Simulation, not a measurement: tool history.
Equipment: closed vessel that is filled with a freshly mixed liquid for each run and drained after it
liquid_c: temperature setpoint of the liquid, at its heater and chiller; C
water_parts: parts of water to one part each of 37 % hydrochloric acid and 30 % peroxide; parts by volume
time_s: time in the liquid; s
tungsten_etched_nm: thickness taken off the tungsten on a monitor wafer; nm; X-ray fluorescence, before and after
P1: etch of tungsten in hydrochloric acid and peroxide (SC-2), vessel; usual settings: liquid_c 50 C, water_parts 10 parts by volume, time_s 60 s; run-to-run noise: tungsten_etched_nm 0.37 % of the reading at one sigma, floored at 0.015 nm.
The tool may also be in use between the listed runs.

| run | hour | liquid_c | water_parts | time_s | hours since the thermometer was replaced | hours since the chemicals flow meter was replaced | hours since the drum of peroxide was connected | tungsten_etched_nm |
|---|---|---|---|---|---|---|---|---|
| 1 | 3.5 | 50 | 10 | 60 | 681.9 | 338.9 | 667.3 | 13.982 |
| 2 | 7.9 | 50 | 10 | 60 | 686.3 | 343.3 | 671.7 | 13.889 |
| 3 | 12.8 | 50 | 10 | 30 | 691.2 | 348.2 | 676.6 | 7.0285 |
| 4 | 17.9 | 50 | 4 | 60 | 696.3 | 353.3 | 681.7 | 27.902 |
| 5 | 22 | 50 | 10 | 60 | 700.4 | 357.4 | 685.8 | 13.917 |
| 6 | 25.3 | 50 | 10 | 60 | 703.7 | 360.7 | 689.1 | 13.968 |
|  | 26.6 | new drum of peroxide connected |
| 7 | 31.6 | 50 | 10 | 110 | 710 | 367 | 5 | 25.497 |
| 8 | 36.5 | 39.5 | 6 | 60 | 714.9 | 371.9 | 9.9 | 10.215 |
| 9 | 41.6 | 66 | 10 | 60 | 720 | 377 | 15 | 38.587 |
| 10 | 46.3 | 50 | 10 | 60 | 724.7 | 381.7 | 19.7 | 13.97 |
| 11 | 50.1 | 50 | 10 | 60 | 728.5 | 385.5 | 23.5 | 13.988 |
| 12 | 53.3 | 35.5 | 10 | 60 | 731.7 | 388.7 | 26.7 | 5.0654 |
| 13 | 57.8 | 50 | 17 | 60 | 736.2 | 393.2 | 31.2 | 8.777 |
| 14 | 64.2 | 50 | 10 | 60 | 742.6 | 399.6 | 37.6 | 13.916 |
| 15 | 67.4 | 50 | 10 | 60 | 745.8 | 402.8 | 40.8 | 14.306 |
| 16 | 71.4 | 50 | 10 | 60 | 749.8 | 406.8 | 44.8 | 14.626 |
| 17 | 74.9 | 50 | 10 | 60 | 753.3 | 410.3 | 48.3 | 14.886 |
| 18 | 81.1 | 50 | 10 | 60 | 759.5 | 416.5 | 54.5 | 15.051 |
| 19 | 86.3 | 50 | 10 | 60 | 764.7 | 421.7 | 59.7 | 14.976 |
| 20 | 89.4 | 50 | 10 | 60 | 767.8 | 424.8 | 62.8 | 15.115 |
| 21 | 92.5 | 50 | 10 | 60 | 770.9 | 427.9 | 65.9 | 15.209 |

Expected results for the next run?
| 22 | 96.1 | 50 | 10 | 60 | 774.5 | 431.5 | 69.5 | ? |

tungsten_etched_nm: 15.153 nm

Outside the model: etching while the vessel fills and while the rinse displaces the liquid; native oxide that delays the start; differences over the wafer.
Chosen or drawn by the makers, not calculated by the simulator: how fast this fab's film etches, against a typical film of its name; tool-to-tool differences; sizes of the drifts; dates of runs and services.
